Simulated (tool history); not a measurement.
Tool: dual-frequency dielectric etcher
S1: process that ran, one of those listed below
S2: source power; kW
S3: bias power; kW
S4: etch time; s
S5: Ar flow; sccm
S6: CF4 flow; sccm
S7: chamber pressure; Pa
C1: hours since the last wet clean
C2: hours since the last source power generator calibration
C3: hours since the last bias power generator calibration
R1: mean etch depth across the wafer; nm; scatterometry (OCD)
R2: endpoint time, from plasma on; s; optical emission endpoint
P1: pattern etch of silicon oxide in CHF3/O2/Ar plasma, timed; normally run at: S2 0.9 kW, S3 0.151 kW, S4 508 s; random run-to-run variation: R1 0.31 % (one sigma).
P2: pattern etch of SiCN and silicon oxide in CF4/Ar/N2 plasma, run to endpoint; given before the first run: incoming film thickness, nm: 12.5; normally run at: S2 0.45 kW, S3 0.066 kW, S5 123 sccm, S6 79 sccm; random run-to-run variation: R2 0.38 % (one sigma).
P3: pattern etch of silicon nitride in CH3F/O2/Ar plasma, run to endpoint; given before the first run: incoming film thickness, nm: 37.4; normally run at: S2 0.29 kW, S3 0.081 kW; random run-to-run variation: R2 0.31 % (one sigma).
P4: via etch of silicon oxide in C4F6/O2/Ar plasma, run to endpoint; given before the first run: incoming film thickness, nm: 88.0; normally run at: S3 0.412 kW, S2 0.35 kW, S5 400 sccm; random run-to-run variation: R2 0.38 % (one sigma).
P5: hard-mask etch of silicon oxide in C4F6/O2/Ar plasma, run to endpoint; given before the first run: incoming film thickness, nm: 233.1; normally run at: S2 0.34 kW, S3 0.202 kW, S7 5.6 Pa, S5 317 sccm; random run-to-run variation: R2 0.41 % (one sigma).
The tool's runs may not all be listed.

{"run": 1, "day": 0.125, "S1": "P1", "S2": 0.9, "S3": 0.151, "S4": 508, "C1": 216.3, "C2": 2179, "C3": 537.6, "R1": 1087.2}
{"run": 2, "day": 0.275, "S1": "P1", "S2": 0.9, "S3": 0.151, "S4": 508, "C1": 219.9, "C2": 2182.6, "C3": 541.2, "R1": 1078.5}
{"run": 3, "day": 0.412, "S1": "P3", "S2": 0.38, "S3": 0.081, "C1": 223.2, "C2": 2185.9, "C3": 544.5, "R2": 52.708}
{"run": 4, "day": 0.546, "S1": "P1", "S2": 0.9, "S3": 0.151, "S4": 748.5, "C1": 226.4, "C2": 2189.1, "C3": 547.7, "R1": 1593.9}
{"run": 5, "day": 0.725, "S1": "P1", "S2": 0.9, "S3": 0.212, "S4": 508, "C1": 230.7, "C2": 2193.4, "C3": 552, "R1": 1215.5}
{"run": 6, "day": 0.879, "S1": "P1", "S2": 0.9, "S3": 0.114, "S4": 508, "C1": 234.4, "C2": 2197.1, "C3": 555.7, "R1": 994.42}
{"run": 7, "day": 1.062, "S1": "P2", "S2": 0.45, "S3": 0.066, "S5": 157, "S6": 79, "C1": 238.8, "C2": 2201.5, "C3": 560.1, "R2": 16.122}
{"run": 8, "day": 1.262, "S1": "P2", "S2": 0.45, "S3": 0.066, "S5": 123, "S6": 105, "C1": 243.6, "C2": 2206.3, "C3": 564.9, "R2": 14.913}
{"run": 9, "day": 1.458, "S1": "P1", "S2": 0.9, "S3": 0.151, "S4": 508, "C1": 248.3, "C2": 2211, "C3": 569.6, "R1": 1089.8}
{"run": 10, "day": 1.683, "S1": "P1", "S2": 0.9, "S3": 0.151, "S4": 508, "C1": 253.7, "C2": 2216.4, "C3": 575, "R1": 1083.7}
{"run": 11, "day": 1.9, "S1": "P1", "S2": 0.9, "S3": 0.151, "S4": 508, "C1": 258.9, "C2": 2221.6, "C3": 580.2, "R1": 1084.8}
{"run": 12, "day": 2.138, "S1": "P4", "S2": 0.35, "S3": 0.412, "S5": 400, "C1": 264.6, "C2": 2227.3, "C3": 585.9, "R2": 22.49}
{"run": 13, "day": 2.317, "S1": "P1", "S2": 1.26, "S3": 0.151, "S4": 508, "C1": 268.9, "C2": 2231.6, "C3": 590.2, "R1": 1229.3}
{"run": 14, "day": 2.521, "S1": "P1", "S2": 0.55, "S3": 0.151, "S4": 508, "C1": 273.8, "C2": 2236.5, "C3": 595.1, "R1": 898.34}
{"run": 15, "day": 2.704, "S1": "P5", "S2": 0.34, "S3": 0.202, "S5": 317, "S7": 3.6, "C1": 278.2, "C2": 2240.9, "C3": 599.5, "R2": 75.459}
{"run": 16, "day": 2.871, "S1": "P3", "S2": 0.29, "S3": 0.081, "C1": 282.2, "C2": 2244.9, "C3": 603.5, "R2": 58.307}
{"run": 17, "day": 3.1, "S1": "P4", "S2": 0.46, "S3": 0.412, "S5": 400, "C1": 287.7, "C2": 2250.4, "C3": 609, "R2": 20.354}
{"run": 18, "day": 3.233, "S1": "P5", "S2": 0.24, "S3": 0.202, "S5": 317, "S7": 5.6, "C1": 290.9, "C2": 2253.6, "C3": 612.2, "R2": 90.361}
{"day": 3.254, "done": "wet clean of the chamber"}
{"run": 19, "day": 3.379, "S1": "P2", "S2": 0.45, "S3": 0.041, "S5": 123, "S6": 79, "C1": 3.1, "C2": 2257.1, "C3": 615.7, "R2": 18.034}
{"run": 20, "day": 3.525, "S1": "P5", "S2": 0.34, "S3": 0.151, "S5": 317, "S7": 5.6, "C1": 6.6, "C2": 2260.6, "C3": 619.2, "R2": 86.439}
{"run": 21, "day": 3.704, "S1": "P3", "S2": 0.29, "S3": 0.102, "C1": 10.9, "C2": 2264.9, "C3": 623.5, "R2": 53.492}
{"run": 22, "day": 3.883, "S1": "P2", "S2": 0.45, "S3": 0.066, "S5": 123, "S6": 79, "C1": 15.2, "C2": 2269.2, "C3": 627.8, "R2": 15.477}

Run 23 has not been measured yet. What should we expect?
{"run": 23, "day": 4.0, "S1": "P2", "S2": 0.45, "S3": 0.066, "S5": 123, "S6": 79, "C1": 18, "C2": 2272, "C3": 630.6, "R2": "?"}

Run 23 gave R2 15.471 s.
